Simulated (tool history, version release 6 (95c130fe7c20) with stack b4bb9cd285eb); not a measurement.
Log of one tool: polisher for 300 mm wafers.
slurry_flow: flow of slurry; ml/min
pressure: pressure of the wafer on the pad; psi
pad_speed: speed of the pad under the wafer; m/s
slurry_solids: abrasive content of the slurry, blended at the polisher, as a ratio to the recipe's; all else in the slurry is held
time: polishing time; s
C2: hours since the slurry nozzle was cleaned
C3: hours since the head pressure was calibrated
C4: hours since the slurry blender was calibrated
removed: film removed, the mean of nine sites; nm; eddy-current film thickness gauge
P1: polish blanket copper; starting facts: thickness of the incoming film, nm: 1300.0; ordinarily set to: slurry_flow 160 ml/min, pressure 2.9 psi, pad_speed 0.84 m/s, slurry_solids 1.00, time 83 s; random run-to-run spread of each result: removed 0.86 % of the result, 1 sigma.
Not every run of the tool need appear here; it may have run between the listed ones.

Run 1, hour 7.9: slurry_flow 160 ml/min, pressure 2.9 psi, pad_speed 0.84 m/s, slurry_solids 1.00, time 83 s; wafers polished on this pad 512; C2 352.6; C3 256.2; C4 347.3. Result: removed 179.630 nm.
Run 2, hour 21.5: slurry_flow 160 ml/min, pressure 2.9 psi, pad_speed 0.84 m/s, slurry_solids 1.00, time 83 s; wafers polished on this pad 638; C2 366.2; C3 269.8; C4 360.9. Result: removed 181.690 nm.
Run 3, hour 28.8: slurry_flow 160 ml/min, pressure 2.9 psi, pad_speed 0.84 m/s, slurry_solids 1.00, time 83 s; wafers polished on this pad 706; C2 373.5; C3 277.1; C4 368.2. Result: removed 182.340 nm.
At hour 36.2: slurry nozzle cleaned.
Run 4, hour 39.2: slurry_flow 160 ml/min, pressure 2.9 psi, pad_speed 0.84 m/s, slurry_solids 0.70, time 83 s; wafers polished on this pad 803; C2 3.0; C3 287.5; C4 378.6. Result: removed 169.520 nm.
Run 5, hour 50.8: slurry_flow 160 ml/min, pressure 2.9 psi, pad_speed 0.84 m/s, slurry_solids 1.00, time 106 s; wafers polished on this pad 911; C2 14.6; C3 299.1; C4 390.2. Result: removed 235.980 nm.
Run 6, hour 60.0: slurry_flow 95 ml/min, pressure 2.9 psi, pad_speed 0.84 m/s, slurry_solids 1.00, time 83 s; wafers polished on this pad 997; C2 23.8; C3 308.3; C4 399.4. Result: removed 162.640 nm.
Run 7, hour 72.2: slurry_flow 160 ml/min, pressure 2.9 psi, pad_speed 0.38 m/s, slurry_solids 1.00, time 83 s; wafers polished on this pad 1110; C2 36.0; C3 320.5; C4 411.6. Result: removed 82.594 nm.
Run 8, hour 83.6: slurry_flow 245 ml/min, pressure 2.9 psi, pad_speed 0.84 m/s, slurry_solids 1.00, time 83 s; wafers polished on this pad 1217; C2 47.4; C3 331.9; C4 423.0. Result: removed 192.450 nm.
Run 9, hour 94.3: slurry_flow 160 ml/min, pressure 2.9 psi, pad_speed 0.84 m/s, slurry_solids 1.00, time 83 s; wafers polished on this pad 1316; C2 58.1; C3 342.6; C4 433.7. Result: removed 184.410 nm.
Run 10, hour 103.6: slurry_flow 160 ml/min, pressure 2.9 psi, pad_speed 0.84 m/s, slurry_solids 1.00, time 47 s; wafers polished on this pad 1403; C2 67.4; C3 351.9; C4 443.0. Result: removed 104.040 nm.
Run 11, hour 114.1: slurry_flow 160 ml/min, pressure 2.9 psi, pad_speed 1.28 m/s, slurry_solids 1.00, time 83 s; wafers polished on this pad 1501; C2 77.9; C3 362.4; C4 453.5. Result: removed 279.870 nm.
Run 12, hour 125.2: slurry_flow 160 ml/min, pressure 2.9 psi, pad_speed 0.84 m/s, slurry_solids 1.00, time 83 s; wafers polished on this pad 1604; C2 89.0; C3 373.5; C4 464.6. Result: removed 184.470 nm.
Run 13, hour 140.0: slurry_flow 160 ml/min, pressure 1.4 psi, pad_speed 0.84 m/s, slurry_solids 1.00, time 83 s; wafers polished on this pad 1742; C2 103.8; C3 388.3; C4 479.4. Result: removed 87.682 nm.
Run 14, hour 153.4: slurry_flow 160 ml/min, pressure 2.9 psi, pad_speed 0.84 m/s, slurry_solids 1.30, time 83 s; wafers polished on this pad 1867; C2 117.2; C3 401.7; C4 492.8. Result: removed 193.520 nm.
Run 15, hour 161.4: slurry_flow 160 ml/min, pressure 2.9 psi, pad_speed 0.84 m/s, slurry_solids 0.75, time 57 s; wafers polished on this pad 1941; C2 125.2; C3 409.7; C4 500.8. Result: removed 116.800 nm.
Run 16, hour 173.1: slurry_flow 160 ml/min, pressure 4.2 psi, pad_speed 0.84 m/s, slurry_solids 1.00, time 83 s; wafers polished on this pad 2050; C2 136.9; C3 421.4; C4 512.5. Result: removed 262.890 nm.
Run 17, hour 179.9: slurry_flow 160 ml/min, pressure 2.9 psi, pad_speed 0.84 m/s, slurry_solids 1.00, time 83 s; wafers polished on this pad 2114; C2 143.7; C3 428.2; C4 519.3. Result: removed 183.410 nm.
Run 18, hour 192.0: slurry_flow 160 ml/min, pressure 2.9 psi, pad_speed 0.84 m/s, slurry_solids 1.00, time 83 s; wafers polished on this pad 2226; C2 155.8; C3 440.3; C4 531.4. Result: removed 178.490 nm.
Run 19, hour 199.9: slurry_flow 160 ml/min, pressure 2.9 psi, pad_speed 0.84 m/s, slurry_solids 1.00, time 83 s; wafers polished on this pad 2300; C2 163.7; C3 448.2; C4 539.3. Result: removed 176.280 nm.
Run 20, hour 210.9: slurry_flow 160 ml/min, pressure 2.9 psi, pad_speed 0.84 m/s, slurry_solids 1.00, time 83 s; wafers polished on this pad 2402; C2 174.7; C3 459.2; C4 550.3. Result: removed 171.600 nm.
Run 21, hour 219.7: slurry_flow 160 ml/min, pressure 2.9 psi, pad_speed 0.84 m/s, slurry_solids 1.00, time 83 s; wafers polished on this pad 2484; C2 183.5; C3 468.0; C4 559.1. Result: removed 175.890 nm.
Run 22, hour 232.0: slurry_flow 160 ml/min, pressure 2.9 psi, pad_speed 0.84 m/s, slurry_solids 1.00, time 83 s; wafers polished on this pad 2599; C2 195.8; C3 480.3; C4 571.4. Result: removed 171.180 nm.
Run 23, hour 245.8: slurry_flow 160 ml/min, pressure 2.9 psi, pad_speed 0.84 m/s, slurry_solids 1.00, time 83 s; wafers polished on this pad 2727; C2 209.6; C3 494.1; C4 585.2. Result: removed 170.670 nm.
At hour 258.6: worn pad replaced by a new one.
Run 24, hour 259.7: slurry_flow 160 ml/min, pressure 2.9 psi, pad_speed 0.84 m/s, slurry_solids 1.00, time 83 s; wafers polished on this pad 10; C2 223.5; C3 508.0; C4 599.1. Result: removed 169.960 nm.
At hour 268.3: head pressure recalibrated.
Run 25, hour 269.7: slurry_flow 160 ml/min, pressure 2.9 psi, pad_speed 0.84 m/s, slurry_solids 1.00, time 83 s; wafers polished on this pad 103; C2 233.5; C3 1.4; C4 609.1. Result: removed 172.010 nm.
Run 26, hour 284.6: slurry_flow 160 ml/min, pressure 2.9 psi, pad_speed 0.84 m/s, slurry_solids 1.00, time 83 s; wafers polished on this pad 242; C2 248.4; C3 16.3; C4 624.0. Result: removed 169.700 nm.
Run 27, hour 295.5: slurry_flow 160 ml/min, pressure 2.9 psi, pad_speed 0.84 m/s, slurry_solids 1.00, time 83 s; wafers polished on this pad 343; C2 259.3; C3 27.2; C4 634.9. Result: removed 168.910 nm.
Run 28, hour 304.6: slurry_flow 160 ml/min, pressure 2.9 psi, pad_speed 0.84 m/s, slurry_solids 1.00, time 83 s; wafers polished on this pad 428; C2 268.4; C3 36.3; C4 644.0. Result: removed 169.710 nm.

P1 no longer gives what it gave before; its output has crept away from where it was. The following 2 causes, each at its listed size, fit the log equally well:
A: abrasive missing from the slurry, % = 27.6
B: slurry flow missing at the pad, % = 29.5
Onset of the creep was near hour 179.9.
Ruled out, with reasons:
removal rate lost through wear of the pad, %: serviced at hour 258.6, after the change had begun; the process did not return to its earlier output
head's pressure below its setpoint, %: serviced at hour 268.3, after the change had begun; the process did not return to its earlier output

Consider the 4 check runs below, whose results appear as question marks and each of which averages 3 wafers. Which one distinguishes the causes, in that each cause would give it a clearly different result?
Run check 1, hour 313.7: slurry_flow 160 ml/min, pressure 2.9 psi, pad_speed 0.84 m/s, slurry_solids 1.30, time 83 s. Result: removed ?.
Run check 2, hour 313.7: slurry_flow 100 ml/min, pressure 2.9 psi, pad_speed 0.84 m/s, slurry_solids 1.00, time 52 s. Result: removed ?.
Run check 3, hour 313.7: slurry_flow 160 ml/min, pressure 1.4 psi, pad_speed 0.54 m/s, slurry_solids 1.00, time 83 s. Result: removed ?.
Run check 4, hour 313.7: slurry_flow 160 ml/min, pressure 3.8 psi, pad_speed 0.84 m/s, slurry_solids 1.00, time 83 s. Result: removed ?.

How each check would come out, cause by cause:
  check   result     if A     if B
check 1  removed  179.480  179.910
check 2  removed   96.659   93.356
check 3  removed   52.725   52.736
check 4  removed  222.620  222.660
Smallest distance between any two causes, each pair judged by its most separating result, in per cent: check 1 0.24 %; check 2 3.48 %; check 3 0.02 %; check 4 0.02 %
Check 2 distinguishes between the causes, while the remaining checks would return nearly the same result for all of them.

Then check 2 was run and gave: removed 93.423 nm. Which cause is it?

The correct cause is B, namely: slurry flow missing at the pad, %.

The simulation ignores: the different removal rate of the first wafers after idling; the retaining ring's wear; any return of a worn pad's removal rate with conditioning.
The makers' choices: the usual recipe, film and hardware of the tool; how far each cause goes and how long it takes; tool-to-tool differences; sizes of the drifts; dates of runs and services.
